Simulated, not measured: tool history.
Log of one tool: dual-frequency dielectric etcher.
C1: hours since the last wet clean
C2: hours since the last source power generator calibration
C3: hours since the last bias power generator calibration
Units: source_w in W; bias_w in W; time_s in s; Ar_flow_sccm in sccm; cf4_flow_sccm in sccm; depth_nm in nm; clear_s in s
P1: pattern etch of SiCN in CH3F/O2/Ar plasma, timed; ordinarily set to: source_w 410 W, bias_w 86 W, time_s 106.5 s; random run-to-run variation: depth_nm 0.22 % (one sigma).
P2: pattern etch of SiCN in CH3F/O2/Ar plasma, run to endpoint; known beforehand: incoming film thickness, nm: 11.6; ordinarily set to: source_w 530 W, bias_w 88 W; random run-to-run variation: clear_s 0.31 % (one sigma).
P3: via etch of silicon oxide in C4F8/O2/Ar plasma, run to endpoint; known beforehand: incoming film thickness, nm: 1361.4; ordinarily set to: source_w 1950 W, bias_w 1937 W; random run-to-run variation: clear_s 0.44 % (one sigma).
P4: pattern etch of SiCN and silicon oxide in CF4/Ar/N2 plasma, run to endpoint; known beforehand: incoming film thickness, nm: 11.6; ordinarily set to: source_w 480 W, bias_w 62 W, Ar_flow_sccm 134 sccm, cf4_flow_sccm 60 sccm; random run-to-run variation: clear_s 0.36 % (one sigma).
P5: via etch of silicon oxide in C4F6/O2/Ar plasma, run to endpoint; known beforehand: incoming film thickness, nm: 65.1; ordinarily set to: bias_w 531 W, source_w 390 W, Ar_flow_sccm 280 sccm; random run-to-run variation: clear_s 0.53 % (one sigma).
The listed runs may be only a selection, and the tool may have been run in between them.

run 1 hour=7.6 | process=P1 source_w=410 bias_w=86 time_s=106.5 | C1=178 C2=2341.9 C3=1556.5 | depth_nm=42.852
run 2 hour=14 | process=P1 source_w=410 bias_w=54 time_s=72 | C1=184.4 C2=2348.3 C3=1562.9 | depth_nm=24.607
run 3 hour=21.5 | process=P1 source_w=410 bias_w=63 time_s=106.5 | C1=191.9 C2=2355.8 C3=1570.4 | depth_nm=38.216
run 4 hour=28.1 | process=P5 source_w=390 bias_w=531 Ar_flow_sccm=280 | C1=198.5 C2=2362.4 C3=1577 | clear_s=13.966
-- hour=34.7 source power generator calibrated
run 5 hour=36.9 | process=P5 source_w=500 bias_w=531 Ar_flow_sccm=280 | C1=207.3 C2=2.3 C3=1585.8 | clear_s=12.809
-- hour=42 wet clean of the chamber
run 6 hour=44.8 | process=P2 source_w=530 bias_w=88 | C1=2.8 C2=10.2 C3=1593.7 | clear_s=25.649
run 7 hour=53 | process=P3 source_w=2550 bias_w=1937 | C1=11 C2=18.4 C3=1601.9 | clear_s=239.53
run 8 hour=57.6 | process=P3 source_w=1950 bias_w=1937 | C1=15.6 C2=23 C3=1606.5 | clear_s=266.48
run 9 hour=64.8 | process=P3 source_w=1950 bias_w=1937 | C1=22.8 C2=30.2 C3=1613.7 | clear_s=267.68
run 10 hour=69.3 | process=P5 source_w=390 bias_w=531 Ar_flow_sccm=390 | C1=27.3 C2=34.7 C3=1618.2 | clear_s=14.52
run 11 hour=75.4 | process=P1 source_w=410 bias_w=86 time_s=106.5 | C1=33.4 C2=40.8 C3=1624.3 | depth_nm=42.732
run 12 hour=82.5 | process=P1 source_w=410 bias_w=86 time_s=106.5 | C1=40.5 C2=47.9 C3=1631.4 | depth_nm=42.906
run 13 hour=87 | process=P5 source_w=390 bias_w=314 Ar_flow_sccm=280 | C1=45 C2=52.4 C3=1635.9 | clear_s=17.059
run 14 hour=95.7 | process=P2 source_w=530 bias_w=116 | C1=53.7 C2=61.1 C3=1644.6 | clear_s=23.322
run 15 hour=103.9 | process=P1 source_w=410 bias_w=86 time_s=58.5 | C1=61.9 C2=69.3 C3=1652.8 | depth_nm=23.458
run 16 hour=110.5 | process=P4 source_w=480 bias_w=79 Ar_flow_sccm=134 cf4_flow_sccm=60 | C1=68.5 C2=75.9 C3=1659.4 | clear_s=13.132
run 17 hour=114.4 | process=P4 source_w=480 bias_w=62 Ar_flow_sccm=134 cf4_flow_sccm=60 | C1=72.4 C2=79.8 C3=1663.3 | clear_s=14.413
run 18 hour=119.3 | process=P2 source_w=390 bias_w=88 | C1=77.3 C2=84.7 C3=1668.2 | clear_s=28.833
run 19 hour=125.3 | process=P4 source_w=480 bias_w=62 Ar_flow_sccm=186 cf4_flow_sccm=60 | C1=83.3 C2=90.7 C3=1674.2 | clear_s=15.233
run 20 hour=133.6 | process=P1 source_w=410 bias_w=86 time_s=106.5 | C1=91.6 C2=99 C3=1682.5 | depth_nm=42.765
run 21 hour=142 | process=P4 source_w=570 bias_w=62 Ar_flow_sccm=134 cf4_flow_sccm=60 | C1=100 C2=107.4 C3=1690.9 | clear_s=12.326
run 22 hour=151 | process=P4 source_w=480 bias_w=62 Ar_flow_sccm=134 cf4_flow_sccm=79 | C1=109 C2=116.4 C3=1699.9 | clear_s=13.72
run 23 hour=156.4 | process=P3 source_w=1950 bias_w=2320 | C1=114.4 C2=121.8 C3=1705.3 | clear_s=249.83
run 24 hour=164.9 | process=P1 source_w=410 bias_w=119 time_s=106.5 | C1=122.9 C2=130.3 C3=1713.8 | depth_nm=48.382
run 25 hour=170.1 | process=P1 source_w=540 bias_w=86 time_s=106.5 | C1=128.1 C2=135.5 C3=1719 | depth_nm=47.422

Run 26 comes next. What will it give?
run 26 hour=174.3 | process=P1 source_w=270 bias_w=86 time_s=106.5 | C1=132.3 C2=139.7 C3=1723.2 | depth_nm=?

{"run 26": {"depth_nm": 36.687}}
